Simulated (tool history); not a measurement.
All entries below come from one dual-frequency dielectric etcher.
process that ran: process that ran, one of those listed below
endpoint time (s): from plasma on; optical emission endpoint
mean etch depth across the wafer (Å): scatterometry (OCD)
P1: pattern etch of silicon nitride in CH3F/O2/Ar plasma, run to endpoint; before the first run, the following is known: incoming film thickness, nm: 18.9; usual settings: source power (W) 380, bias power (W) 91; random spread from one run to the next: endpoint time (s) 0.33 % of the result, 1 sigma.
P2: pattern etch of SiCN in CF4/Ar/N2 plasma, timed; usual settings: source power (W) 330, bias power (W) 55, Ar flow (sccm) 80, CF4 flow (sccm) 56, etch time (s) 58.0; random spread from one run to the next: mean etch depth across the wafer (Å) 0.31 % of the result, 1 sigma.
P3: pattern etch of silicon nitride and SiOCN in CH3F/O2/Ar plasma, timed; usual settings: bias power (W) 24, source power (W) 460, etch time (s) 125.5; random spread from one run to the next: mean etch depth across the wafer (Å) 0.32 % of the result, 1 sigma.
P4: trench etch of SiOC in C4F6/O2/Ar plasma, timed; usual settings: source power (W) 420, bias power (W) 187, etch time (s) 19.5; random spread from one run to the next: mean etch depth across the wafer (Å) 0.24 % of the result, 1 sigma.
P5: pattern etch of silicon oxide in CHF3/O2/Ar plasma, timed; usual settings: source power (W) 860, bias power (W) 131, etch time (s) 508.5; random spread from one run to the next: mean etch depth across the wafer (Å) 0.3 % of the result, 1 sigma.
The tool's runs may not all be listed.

run,hour,process that ran,source power (W),bias power (W),Ar flow (sccm),CF4 flow (sccm),etch time (s),hours since the last wet clean,hours since the last source power generator calibration,hours since the last bias power generator calibration,endpoint time (s),mean etch depth across the wafer (Å)
1,10.7,P1,380,91,,,,298.5,1465.0,839.1,26.544,
2,22.2,P1,380,91,,,,310.0,1476.5,850.6,26.698,
3,29.1,P2,200,55,80,56,58.0,316.9,1483.4,857.5,,223.22
# hour 31.9: source power generator calibrated
4,39.2,P1,520,91,,,,327.0,7.3,867.6,23.672,
5,47.2,P1,380,91,,,,335.0,15.3,875.6,26.640,
6,55.2,P1,380,73,,,,343.0,23.3,883.6,28.840,
7,66.4,P5,1170,131,,,508.5,354.2,34.5,894.8,,11928.00
8,72.0,P4,420,187,,,19.5,359.8,40.1,900.4,,415.20
9,82.4,P3,460,15,,,125.5,370.2,50.5,910.8,,150.84
10,88.7,P2,330,55,80,56,76.0,376.5,56.8,917.1,,450.48
11,95.1,P3,460,24,,,125.5,382.9,63.2,923.5,,183.91
12,106.5,P5,860,131,,,508.5,394.3,74.6,934.9,,10568.00
13,118.3,P3,460,24,,,69.0,406.1,86.4,946.7,,100.84
14,124.3,P5,860,173,,,508.5,412.1,92.4,952.7,,11600.00
15,133.4,P5,860,131,,,279.5,421.2,101.5,961.8,,5818.30
16,138.8,P2,330,55,80,79,58.0,426.6,106.9,967.2,,362.59
17,150.2,P2,330,78,80,56,58.0,438.0,118.3,978.6,,390.03
18,156.3,P2,330,55,80,56,58.0,444.1,124.4,984.7,,344.69
19,164.6,P1,380,91,,,,452.4,132.7,993.0,26.619,
20,175.9,P4,420,255,,,19.5,463.7,144.0,1004.3,,459.23
21,183.7,P2,330,55,104,56,58.0,471.5,151.8,1012.1,,329.91
22,189.4,P4,290,187,,,19.5,477.2,157.5,1017.8,,360.23
23,199.9,P1,380,91,,,,487.7,168.0,1028.3,26.634,
24,211.9,P4,420,187,,,10.5,499.7,180.0,1040.3,,223.46
25,219.8,P3,330,24,,,125.5,507.6,187.9,1048.2,,164.26
26,227.1,P1,450,113,,,,514.9,195.2,1055.5,23.017,
27,238.8,P1,280,91,,,,526.6,206.9,1067.2,29.823,
28,248.6,P1,380,126,,,,536.4,216.7,1077.0,23.411,
29,259.0,P1,380,91,,,,546.8,227.1,1087.4,26.563,
30,269.1,P1,380,91,,,,556.9,237.2,1097.5,26.622,
31,281.1,P1,380,91,,,,568.9,249.2,1109.5,26.678,
32,293.3,P1,380,91,,,,581.1,261.4,1121.7,26.774,
33,298.9,P1,380,91,,,,586.7,267.0,1127.3,26.888,
# hour 301.6: wet clean of the chamber
34,310.6,P1,380,91,,,,9.0,278.7,1139.0,27.097,
35,321.8,P1,380,91,,,,20.2,289.9,1150.2,26.881,
36,328.1,P1,380,91,,,,26.5,296.2,1156.5,26.927,
37,338.6,P1,380,91,,,,37.0,306.7,1167.0,27.043,
38,349.9,P1,380,91,,,,48.3,318.0,1178.3,27.020,
39,362.0,P1,380,91,,,,60.4,330.1,1190.4,26.981,
40,373.5,P1,380,91,,,,71.9,341.6,1201.9,26.921,

The output of P1 has drifted from where it used to be. Each of the 2 causes below, taken at the size shown beside it, accounts for the log equally well:
A: bias power that arrives under what is set, % = 4.46
B: source power that arrives under what is set, % = 4.3
Creep in the process output first set in at about hour 259.0.
Why every other cause is out:
chamber walls in a state that lowers the etch rate, %: serviced at hour 301.6, after the change had begun; the process did not return to its earlier output

Listed below are the offered check runs, one wafer per run, with question marks in place of results. For which of them would the causes give clearly different outcomes?
check 1,385.0,P5,860,131,,,508.5,,,,,?
check 2,385.0,P4,420,187,,,19.5,,,,,?
check 3,385.0,P3,460,24,,,125.5,,,,,?
check 4,385.0,P2,330,55,80,56,58.0,,,,,?

Expected result of each check under each candidate cause:
check,result,if A,if B
check 1,mean etch depth across the wafer (Å),10439.00,10403.00
check 2,mean etch depth across the wafer (Å),409.44,408.36
check 3,mean etch depth across the wafer (Å),179.60,180.54
check 4,mean etch depth across the wafer (Å),339.72,331.81
Minimum pairwise separation of causes per check, each pair taken at its best-separating result: check 1 0.35 %; check 2 0.26 %; check 3 0.52 %; check 4 2.36 %
Only check 4 tells the causes apart: in the others they would give nearly the same result.

After running check 4, the following was obtained: mean etch depth across the wafer (Å) 339.71. Which cause does this point to?

The correct cause is A, namely: bias power that arrives under what is set, %.
